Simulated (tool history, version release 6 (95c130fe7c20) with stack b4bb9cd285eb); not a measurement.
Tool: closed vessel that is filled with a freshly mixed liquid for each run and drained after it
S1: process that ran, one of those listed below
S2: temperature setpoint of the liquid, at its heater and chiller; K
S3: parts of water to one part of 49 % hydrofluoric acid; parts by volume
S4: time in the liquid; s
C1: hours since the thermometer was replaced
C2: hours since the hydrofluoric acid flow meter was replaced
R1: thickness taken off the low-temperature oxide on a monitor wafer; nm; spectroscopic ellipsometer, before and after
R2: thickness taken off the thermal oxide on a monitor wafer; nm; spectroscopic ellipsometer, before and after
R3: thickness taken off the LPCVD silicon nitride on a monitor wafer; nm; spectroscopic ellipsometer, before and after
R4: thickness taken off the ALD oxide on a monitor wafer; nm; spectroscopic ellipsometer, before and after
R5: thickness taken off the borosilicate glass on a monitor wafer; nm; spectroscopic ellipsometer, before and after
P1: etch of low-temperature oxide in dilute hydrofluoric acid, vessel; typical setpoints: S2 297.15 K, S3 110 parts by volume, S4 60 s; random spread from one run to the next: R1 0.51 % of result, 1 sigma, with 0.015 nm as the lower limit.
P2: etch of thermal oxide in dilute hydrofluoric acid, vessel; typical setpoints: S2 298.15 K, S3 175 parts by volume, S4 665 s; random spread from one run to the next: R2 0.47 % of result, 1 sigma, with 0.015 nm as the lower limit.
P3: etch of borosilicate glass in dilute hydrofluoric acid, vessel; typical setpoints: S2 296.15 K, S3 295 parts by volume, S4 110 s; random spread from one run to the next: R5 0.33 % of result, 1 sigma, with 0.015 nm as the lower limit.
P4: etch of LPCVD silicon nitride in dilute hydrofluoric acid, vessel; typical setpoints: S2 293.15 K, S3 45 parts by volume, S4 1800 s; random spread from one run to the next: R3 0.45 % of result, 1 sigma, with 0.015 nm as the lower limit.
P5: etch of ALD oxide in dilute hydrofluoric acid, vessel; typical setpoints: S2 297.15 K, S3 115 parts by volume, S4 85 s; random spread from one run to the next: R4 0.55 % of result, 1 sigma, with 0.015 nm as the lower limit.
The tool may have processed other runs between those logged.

run 1 hour=5.6 | S1=P1 S2=297.15 S3=110 S4=60 | C1=1318.8 C2=850.2 | R1=19.8110
run 2 hour=10.9 | S1=P2 S2=298.15 S3=175 S4=665 | C1=1324.1 C2=855.5 | R2=17.399
run 3 hour=17.0 | S1=P4 S2=293.15 S3=45 S4=3105 | C1=1330.2 C2=861.6 | R3=25.171
run 4 hour=20.6 | S1=P2 S2=298.15 S3=175 S4=140 | C1=1333.8 C2=865.2 | R2=3.676
run 5 hour=25.5 | S1=P1 S2=297.15 S3=110 S4=90 | C1=1338.7 C2=870.1 | R1=29.5660
run 6 hour=31.6 | S1=P4 S2=293.15 S3=45 S4=1800 | C1=1344.8 C2=876.2 | R3=14.487
run 7 hour=36.0 | S1=P1 S2=297.15 S3=110 S4=60 | C1=1349.2 C2=880.6 | R1=19.6730
run 8 hour=40.2 | S1=P4 S2=293.15 S3=45 S4=1800 | C1=1353.4 C2=884.8 | R3=14.515
run 9 hour=44.6 | S1=P2 S2=298.15 S3=90 S4=665 | C1=1357.8 C2=889.2 | R2=37.511
run 10 hour=47.9 | S1=P1 S2=292.15 S3=110 S4=60 | C1=1361.1 C2=892.5 | R1=15.9960
run 11 hour=52.6 | S1=P1 S2=297.15 S3=30 S4=30 | C1=1365.8 C2=897.2 | R1=39.9830
run 12 hour=56.0 | S1=P5 S2=297.15 S3=115 S4=30 | C1=1369.2 C2=900.6 | R4=3.9870
run 13 hour=60.3 | S1=P2 S2=298.15 S3=175 S4=665 | C1=1373.5 C2=904.9 | R2=17.471
run 14 hour=63.2 | S1=P1 S2=293.15 S3=110 S4=95 | C1=1376.4 C2=907.8 | R1=26.4470
-- hour=66.4 thermometer replaced
run 15 hour=66.9 | S1=P4 S2=290.15 S3=45 S4=1800 | C1=0.6 C2=911.5 | R3=11.811
run 16 hour=70.2 | S1=P5 S2=297.15 S3=115 S4=85 | C1=3.9 C2=914.8 | R4=11.3420
run 17 hour=73.3 | S1=P1 S2=297.15 S3=110 S4=60 | C1=7.0 C2=917.9 | R1=19.7870
run 18 hour=77.2 | S1=P4 S2=293.15 S3=25 S4=1800 | C1=10.9 C2=921.8 | R3=25.545
run 19 hour=83.2 | S1=P1 S2=297.15 S3=35 S4=60 | C1=16.9 C2=927.8 | R1=68.1430
run 20 hour=86.5 | S1=P5 S2=290.15 S3=115 S4=85 | C1=20.2 C2=931.1 | R4=8.4795
run 21 hour=91.9 | S1=P3 S2=296.15 S3=295 S4=110 | C1=25.6 C2=936.5 | R5=10.2840
run 22 hour=96.7 | S1=P1 S2=297.15 S3=110 S4=60 | C1=30.4 C2=941.3 | R1=19.7450
run 23 hour=101.9 | S1=P5 S2=297.15 S3=115 S4=85 | C1=35.6 C2=946.5 | R4=11.2490
run 24 hour=107.4 | S1=P1 S2=297.15 S3=110 S4=60 | C1=41.1 C2=952.0 | R1=19.6630
run 25 hour=110.5 | S1=P3 S2=296.15 S3=295 S4=30 | C1=44.2 C2=955.1 | R5=2.7809
run 26 hour=113.5 | S1=P1 S2=297.15 S3=185 S4=60 | C1=47.2 C2=958.1 | R1=10.6630
run 27 hour=117.8 | S1=P5 S2=297.15 S3=45 S4=85 | C1=51.5 C2=962.4 | R4=31.7360
run 28 hour=124.1 | S1=P1 S2=297.15 S3=60 S4=30 | C1=57.8 C2=968.7 | R1=19.2280
run 29 hour=127.4 | S1=P3 S2=301.15 S3=295 S4=110 | C1=61.1 C2=972.0 | R5=12.2430
run 30 hour=131.1 | S1=P1 S2=297.15 S3=110 S4=30 | C1=64.8 C2=975.7 | R1=9.9066
run 31 hour=136.4 | S1=P2 S2=290.15 S3=175 S4=665 | C1=70.1 C2=981.0 | R2=12.707
run 32 hour=139.7 | S1=P3 S2=296.15 S3=75 S4=110 | C1=73.4 C2=984.3 | R5=51.5330
run 33 hour=145.7 | S1=P1 S2=303.65 S3=110 S4=60 | C1=79.4 C2=990.3 | R1=25.1330
run 34 hour=151.5 | S1=P1 S2=297.15 S3=110 S4=60 | C1=85.2 C2=996.1 | R1=19.6220
run 35 hour=155.6 | S1=P1 S2=297.15 S3=110 S4=60 | C1=89.3 C2=1000.2 | R1=18.8000
run 36 hour=159.0 | S1=P1 S2=297.15 S3=110 S4=60 | C1=92.7 C2=1003.6 | R1=18.4730
run 37 hour=162.6 | S1=P1 S2=297.15 S3=110 S4=60 | C1=96.3 C2=1007.2 | R1=18.3130
run 38 hour=167.3 | S1=P1 S2=297.15 S3=110 S4=60 | C1=101.0 C2=1011.9 | R1=18.0990
run 39 hour=171.7 | S1=P1 S2=297.15 S3=110 S4=60 | C1=105.4 C2=1016.3 | R1=18.0830
run 40 hour=176.6 | S1=P1 S2=297.15 S3=110 S4=60 | C1=110.3 C2=1021.2 | R1=18.1060
run 41 hour=182.4 | S1=P1 S2=297.15 S3=110 S4=60 | C1=116.1 C2=1027.0 | R1=17.8500

P1 has crept away from where it was. The log is fitted equally well by each of these 2 causes, at the sizes shown:
A: liquid colder than its thermometer reads (K) = 2.41
B: hydrofluoric acid flow below the setpoint (%) = 8.05
Creep in the process output first set in at about hour 151.5.

Of the 4 check runs listed below, each run on one wafer and each result written as a question mark, which would let you distinguish the listed causes because they would give clearly different results?
run check 1 hour=188.2 | S1=P5 S2=297.15 S3=55 S4=30 | R4=?
run check 2 hour=188.2 | S1=P4 S2=290.15 S3=45 S4=1800 | R3=?
run check 3 hour=188.2 | S1=P3 S2=301.15 S3=80 S4=110 | R5=?
run check 4 hour=188.2 | S1=P2 S2=290.65 S3=105 S4=665 | R2=?

What every check run would give for each of its results, assuming each possible cause in turn:
check=check_1 result=R4 if_A=8.1882 if_B=8.2657
check=check_2 result=R3 if_A=9.9137 if_B=10.8680
check=check_3 result=R5 if_A=53.2230 if_B=53.2760
check=check_4 result=R2 if_A=21.056 if_B=21.237
How far apart the two closest causes lie, in the result that separates them most: check 1 0.94 %; check 2 9.19 %; check 3 0.1 %; check 4 0.86 %
Only check 2 tells the causes apart: in the others they would give nearly the same result.

Here is what check 2 returned: R3 10.8080 nm. Which cause is it?

The correct cause is B, namely: hydrofluoric acid flow below the setpoint (%).

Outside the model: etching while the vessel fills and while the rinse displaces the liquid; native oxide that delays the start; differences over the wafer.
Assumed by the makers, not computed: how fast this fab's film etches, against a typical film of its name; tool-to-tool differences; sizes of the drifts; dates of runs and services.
